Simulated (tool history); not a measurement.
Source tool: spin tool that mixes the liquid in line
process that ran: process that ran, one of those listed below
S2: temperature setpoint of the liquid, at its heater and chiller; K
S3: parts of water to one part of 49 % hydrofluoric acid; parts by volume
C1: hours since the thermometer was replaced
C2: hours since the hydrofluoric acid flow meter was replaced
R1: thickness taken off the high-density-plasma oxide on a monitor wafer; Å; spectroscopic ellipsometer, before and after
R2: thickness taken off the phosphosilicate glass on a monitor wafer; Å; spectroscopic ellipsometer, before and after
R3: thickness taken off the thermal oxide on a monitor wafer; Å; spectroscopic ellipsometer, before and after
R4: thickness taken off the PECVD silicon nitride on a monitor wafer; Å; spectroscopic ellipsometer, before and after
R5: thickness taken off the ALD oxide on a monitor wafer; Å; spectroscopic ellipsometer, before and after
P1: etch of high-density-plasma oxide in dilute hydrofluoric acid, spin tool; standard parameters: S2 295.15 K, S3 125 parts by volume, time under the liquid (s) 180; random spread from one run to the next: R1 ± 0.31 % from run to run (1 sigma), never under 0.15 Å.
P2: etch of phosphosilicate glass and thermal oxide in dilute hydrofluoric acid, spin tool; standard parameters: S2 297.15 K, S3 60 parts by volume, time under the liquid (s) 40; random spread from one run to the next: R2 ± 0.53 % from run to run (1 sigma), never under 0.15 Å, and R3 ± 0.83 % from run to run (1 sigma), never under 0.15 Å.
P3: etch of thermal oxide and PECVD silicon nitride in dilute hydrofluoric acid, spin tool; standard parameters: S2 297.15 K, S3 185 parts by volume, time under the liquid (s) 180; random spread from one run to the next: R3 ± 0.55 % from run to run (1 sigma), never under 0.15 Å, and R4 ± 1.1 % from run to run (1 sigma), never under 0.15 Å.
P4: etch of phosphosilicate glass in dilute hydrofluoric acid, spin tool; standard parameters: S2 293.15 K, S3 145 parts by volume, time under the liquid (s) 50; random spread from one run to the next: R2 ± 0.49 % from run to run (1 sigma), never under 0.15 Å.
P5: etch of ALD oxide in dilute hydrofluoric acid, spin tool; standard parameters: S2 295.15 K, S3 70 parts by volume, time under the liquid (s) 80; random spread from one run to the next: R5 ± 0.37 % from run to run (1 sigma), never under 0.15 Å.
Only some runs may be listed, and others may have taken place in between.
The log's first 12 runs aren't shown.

run 13 hour=104.4 | process_that_ran=P2 S2=297.15 S3=60 time_under_the_liquid_(s)=80 | C1=1281.6 C2=57.1 | R2=1035.20 R3=66.136
run 14 hour=109.8 | process_that_ran=P5 S2=295.15 S3=70 time_under_the_liquid_(s)=15 | C1=1287.0 C2=62.5 | R5=20.308
run 15 hour=119.5 | process_that_ran=P3 S2=297.15 S3=185 time_under_the_liquid_(s)=180 | C1=1296.7 C2=72.2 | R3=41.123 R4=20.194
run 16 hour=126.3 | process_that_ran=P4 S2=293.15 S3=65 time_under_the_liquid_(s)=50 | C1=1303.5 C2=79.0 | R2=847.74
run 17 hour=136.1 | process_that_ran=P5 S2=295.15 S3=115 time_under_the_liquid_(s)=80 | C1=1313.3 C2=88.8 | R5=61.708
run 18 hour=141.0 | process_that_ran=P3 S2=297.15 S3=185 time_under_the_liquid_(s)=360 | C1=1318.2 C2=93.7 | R3=82.288 R4=41.152
run 19 hour=149.7 | process_that_ran=P4 S2=293.15 S3=145 time_under_the_liquid_(s)=50 | C1=1326.9 C2=102.4 | R2=348.57
run 20 hour=159.1 | process_that_ran=P3 S2=291.15 S3=185 time_under_the_liquid_(s)=180 | C1=1336.3 C2=111.8 | R3=32.692 R4=13.957
run 21 hour=166.0 | process_that_ran=P1 S2=295.15 S3=125 time_under_the_liquid_(s)=180 | C1=1343.2 C2=118.7 | R1=110.360
run 22 hour=174.9 | process_that_ran=P1 S2=295.15 S3=125 time_under_the_liquid_(s)=180 | C1=1352.1 C2=127.6 | R1=110.160
run 23 hour=184.6 | process_that_ran=P1 S2=295.15 S3=125 time_under_the_liquid_(s)=180 | C1=1361.8 C2=137.3 | R1=110.380
run 24 hour=195.8 | process_that_ran=P1 S2=295.15 S3=125 time_under_the_liquid_(s)=80 | C1=1373.0 C2=148.5 | R1=48.988
run 25 hour=206.8 | process_that_ran=P1 S2=300.65 S3=125 time_under_the_liquid_(s)=280 | C1=1384.0 C2=159.5 | R1=213.040
run 26 hour=217.4 | process_that_ran=P1 S2=302.15 S3=125 time_under_the_liquid_(s)=180 | C1=1394.6 C2=170.1 | R1=144.670
run 27 hour=224.2 | process_that_ran=P2 S2=297.15 S3=60 time_under_the_liquid_(s)=40 | C1=1401.4 C2=176.9 | R2=518.82 R3=32.991
run 28 hour=233.1 | process_that_ran=P2 S2=297.15 S3=60 time_under_the_liquid_(s)=40 | C1=1410.3 C2=185.8 | R2=522.30 R3=32.995

What does the tool deliver on the next run?
run 29 hour=240.5 | process_that_ran=P4 S2=297.15 S3=145 time_under_the_liquid_(s)=50 | C1=1417.7 C2=193.2 | R2=?

R2: 409.37 Å
